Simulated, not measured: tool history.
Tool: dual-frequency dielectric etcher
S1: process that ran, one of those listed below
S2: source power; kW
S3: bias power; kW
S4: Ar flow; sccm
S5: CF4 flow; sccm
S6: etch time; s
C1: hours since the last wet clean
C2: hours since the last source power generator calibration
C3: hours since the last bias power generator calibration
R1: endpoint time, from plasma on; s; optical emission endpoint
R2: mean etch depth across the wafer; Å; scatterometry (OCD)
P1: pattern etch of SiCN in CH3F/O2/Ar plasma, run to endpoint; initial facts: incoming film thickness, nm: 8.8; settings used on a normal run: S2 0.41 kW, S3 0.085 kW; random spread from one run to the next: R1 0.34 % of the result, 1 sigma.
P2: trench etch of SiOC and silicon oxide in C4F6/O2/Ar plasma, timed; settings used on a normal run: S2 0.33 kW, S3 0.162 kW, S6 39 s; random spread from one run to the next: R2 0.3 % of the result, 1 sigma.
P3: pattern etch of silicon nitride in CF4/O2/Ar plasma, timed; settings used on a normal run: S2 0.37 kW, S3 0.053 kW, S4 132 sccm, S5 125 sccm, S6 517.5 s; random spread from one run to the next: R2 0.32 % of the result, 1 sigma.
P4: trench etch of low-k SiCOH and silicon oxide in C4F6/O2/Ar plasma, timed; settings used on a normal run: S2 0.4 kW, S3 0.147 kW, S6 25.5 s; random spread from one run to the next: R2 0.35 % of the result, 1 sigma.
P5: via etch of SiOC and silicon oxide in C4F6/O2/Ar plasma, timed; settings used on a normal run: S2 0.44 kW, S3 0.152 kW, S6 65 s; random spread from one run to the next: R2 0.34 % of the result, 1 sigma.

| run | hour | S1 | S2 | S3 | S4 | S5 | S6 | C1 | C2 | C3 | R1 | R2 |
|---|---|---|---|---|---|---|---|---|---|---|---|---|
| 1 | 12.9 | P1 | 0.41 | 0.085 |  |  |  | 218.3 | 1011.9 | 2323.8 | 22.093 |  |
| 2 | 22.1 | P1 | 0.41 | 0.085 |  |  |  | 227.5 | 1021.1 | 2333 | 22.168 |  |
| 3 | 35.5 | P3 | 0.37 | 0.075 | 132 | 125 | 517.5 | 240.9 | 1034.5 | 2346.4 |  | 8583 |
| 4 | 47.8 | P3 | 0.5 | 0.053 | 132 | 125 | 517.5 | 253.2 | 1046.8 | 2358.7 |  | 9763.6 |
| 5 | 62.9 | P5 | 0.44 | 0.152 |  |  | 92 | 268.3 | 1061.9 | 2373.8 |  | 1033.9 |
| 6 | 78.5 | P2 | 0.33 | 0.162 |  |  | 39 | 283.9 | 1077.5 | 2389.4 |  | 694.8 |
| 7 | 93.7 | P4 | 0.4 | 0.091 |  |  | 25.5 | 299.1 | 1092.7 | 2404.6 |  | 643.72 |
| 8 | 101.1 | P1 | 0.26 | 0.085 |  |  |  | 306.5 | 1100.1 | 2412 | 26.338 |  |
| 9 | 112.2 | P2 | 0.33 | 0.12 |  |  | 39 | 317.6 | 1111.2 | 2423.1 |  | 634.93 |
| 10 | 126.1 | P1 | 0.41 | 0.085 |  |  |  | 331.5 | 1125.1 | 2437 | 22.046 |  |
| 11 | 137.9 | P1 | 0.31 | 0.115 |  |  |  | 343.3 | 1136.9 | 2448.8 | 21.789 |  |
| 12 | 146.4 | P4 | 0.4 | 0.147 |  |  | 16.5 | 351.8 | 1145.4 | 2457.3 |  | 474.62 |
| 13 | 156 | P1 | 0.41 | 0.085 |  |  |  | 361.4 | 1155 | 2466.9 | 22.133 |  |
| 14 | 165.7 | P1 | 0.41 | 0.111 |  |  |  | 371.1 | 1164.7 | 2476.6 | 19.939 |  |
| 15 | 179.1 | P5 | 0.44 | 0.097 |  |  | 65 | 384.5 | 1178.1 | 2490 |  | 638.72 |
| 16 | 192.3 | P2 | 0.33 | 0.162 |  |  | 30.5 | 397.7 | 1191.3 | 2503.2 |  | 545.12 |
| 17 | 207.2 | P5 | 0.31 | 0.152 |  |  | 65 | 412.6 | 1206.2 | 2518.1 |  | 634.12 |
| 18 | 218.8 | P4 | 0.4 | 0.147 |  |  | 25.5 | 424.2 | 1217.8 | 2529.7 |  | 742.79 |
| 19 | 228.8 | P3 | 0.37 | 0.053 | 132 | 101 | 517.5 | 434.2 | 1227.8 | 2539.7 |  | 7314.6 |
| 20 | 240.6 | P3 | 0.37 | 0.053 | 183 | 125 | 517.5 | 446 | 1239.6 | 2551.5 |  | 7177.9 |
| 21 | 251.5 | P3 | 0.37 | 0.053 | 132 | 125 | 517.5 | 456.9 | 1250.5 | 2562.4 |  | 7471 |
| 22 | 261.1 | P2 | 0.46 | 0.162 |  |  | 39 | 466.5 | 1260.1 | 2572 |  | 794.63 |
| 23 | 275.2 | P5 | 0.44 | 0.152 |  |  | 65 | 480.6 | 1274.2 | 2586.1 |  | 727.35 |
| 24 | 285.7 | P4 | 0.24 | 0.147 |  |  | 25.5 | 491.1 | 1284.7 | 2596.6 |  | 600.05 |
| 25 | 293.2 | P3 | 0.37 | 0.053 | 132 | 125 | 714 | 498.6 | 1292.2 | 2604.1 |  | 10321 |
| 26 | 304.3 | P1 | 0.52 | 0.085 |  |  |  | 509.7 | 1303.3 | 2615.2 | 20.196 |  |
| 27 | 318.6 | P1 | 0.41 | 0.061 |  |  |  | 524 | 1317.6 | 2629.5 | 24.827 |  |
| 28 | 328.4 | P1 | 0.41 | 0.085 |  |  |  | 533.8 | 1327.4 | 2639.3 | 22.078 |  |
| 29 | 338.6 | P1 | 0.41 | 0.085 |  |  |  | 544 | 1337.6 | 2649.5 | 22.163 |  |
| 30 | 350.1 | P1 | 0.41 | 0.085 |  |  |  | 555.5 | 1349.1 | 2661 | 22.314 |  |
| 31 | 357.5 | P1 | 0.41 | 0.085 |  |  |  | 562.9 | 1356.5 | 2668.4 | 22.358 |  |
| 32 | 369.8 | P1 | 0.41 | 0.085 |  |  |  | 575.2 | 1368.8 | 2680.7 | 22.402 |  |
|  | 374.6 | wet clean of the chamber |
| 33 | 380.7 | P1 | 0.41 | 0.085 |  |  |  | 6.2 | 1379.7 | 2691.6 | 22.46 |  |
| 34 | 389.4 | P1 | 0.41 | 0.085 |  |  |  | 14.9 | 1388.4 | 2700.3 | 22.508 |  |
| 35 | 396.5 | P1 | 0.41 | 0.085 |  |  |  | 22 | 1395.5 | 2707.4 | 22.55 |  |
| 36 | 405.4 | P1 | 0.41 | 0.085 |  |  |  | 30.9 | 1404.4 | 2716.3 | 22.509 |  |
| 37 | 415 | P1 | 0.41 | 0.085 |  |  |  | 40.5 | 1414 | 2725.9 | 22.651 |  |
| 38 | 424.5 | P1 | 0.41 | 0.085 |  |  |  | 50 | 1423.5 | 2735.4 | 22.541 |  |

The output of P1 has drifted from where it used to be. Each of the 2 causes below, taken at the size shown beside it, accounts for the log equally well:
A: source power that arrives under what is set, % = 4.51
B: bias power that arrives under what is set, % = 4.61
The gradual shift began around hour 328.4.
Excluded causes, each with its reason:
chamber walls in a state that lowers the etch rate, %: serviced after onset, at hour 374.6, with no recovery of the prior output

You are offered 4 check runs, listed below with question marks in place of their results; each one averages 2 wafers. Which run separates the listed causes by giving clearly different results for each?
| check 1 | 434 | P2 | 0.33 | 0.162 |  |  | 39 |  |  |  |  | ? |
| check 2 | 434 | P5 | 0.44 | 0.152 |  |  | 65 |  |  |  |  | ? |
| check 3 | 434 | P3 | 0.37 | 0.053 | 132 | 125 | 517.5 |  |  |  |  | ? |
| check 4 | 434 | P4 | 0.4 | 0.147 |  |  | 25.5 |  |  |  |  | ? |

Expected result of each check under each candidate cause:
| check | result | if A | if B |
|---|---|---|---|
| check 1 | R2 | 683.86 | 686.09 |
| check 2 | R2 | 715.96 | 718.56 |
| check 3 | R2 | 7181.6 | 7339.3 |
| check 4 | R2 | 722.98 | 725.9 |
How far apart the two closest causes lie, in the result that separates them most: check 1 0.33 %; check 2 0.36 %; check 3 2.17 %; check 4 0.4 %
Check 3 is the one run that separates the causes; every other check would come out nearly the same whichever cause is at work.

Check 3 has now been run. It gave: R2 7335 Å. Which of the candidate causes is it?

It is B: bias power that arrives under what is set, %.

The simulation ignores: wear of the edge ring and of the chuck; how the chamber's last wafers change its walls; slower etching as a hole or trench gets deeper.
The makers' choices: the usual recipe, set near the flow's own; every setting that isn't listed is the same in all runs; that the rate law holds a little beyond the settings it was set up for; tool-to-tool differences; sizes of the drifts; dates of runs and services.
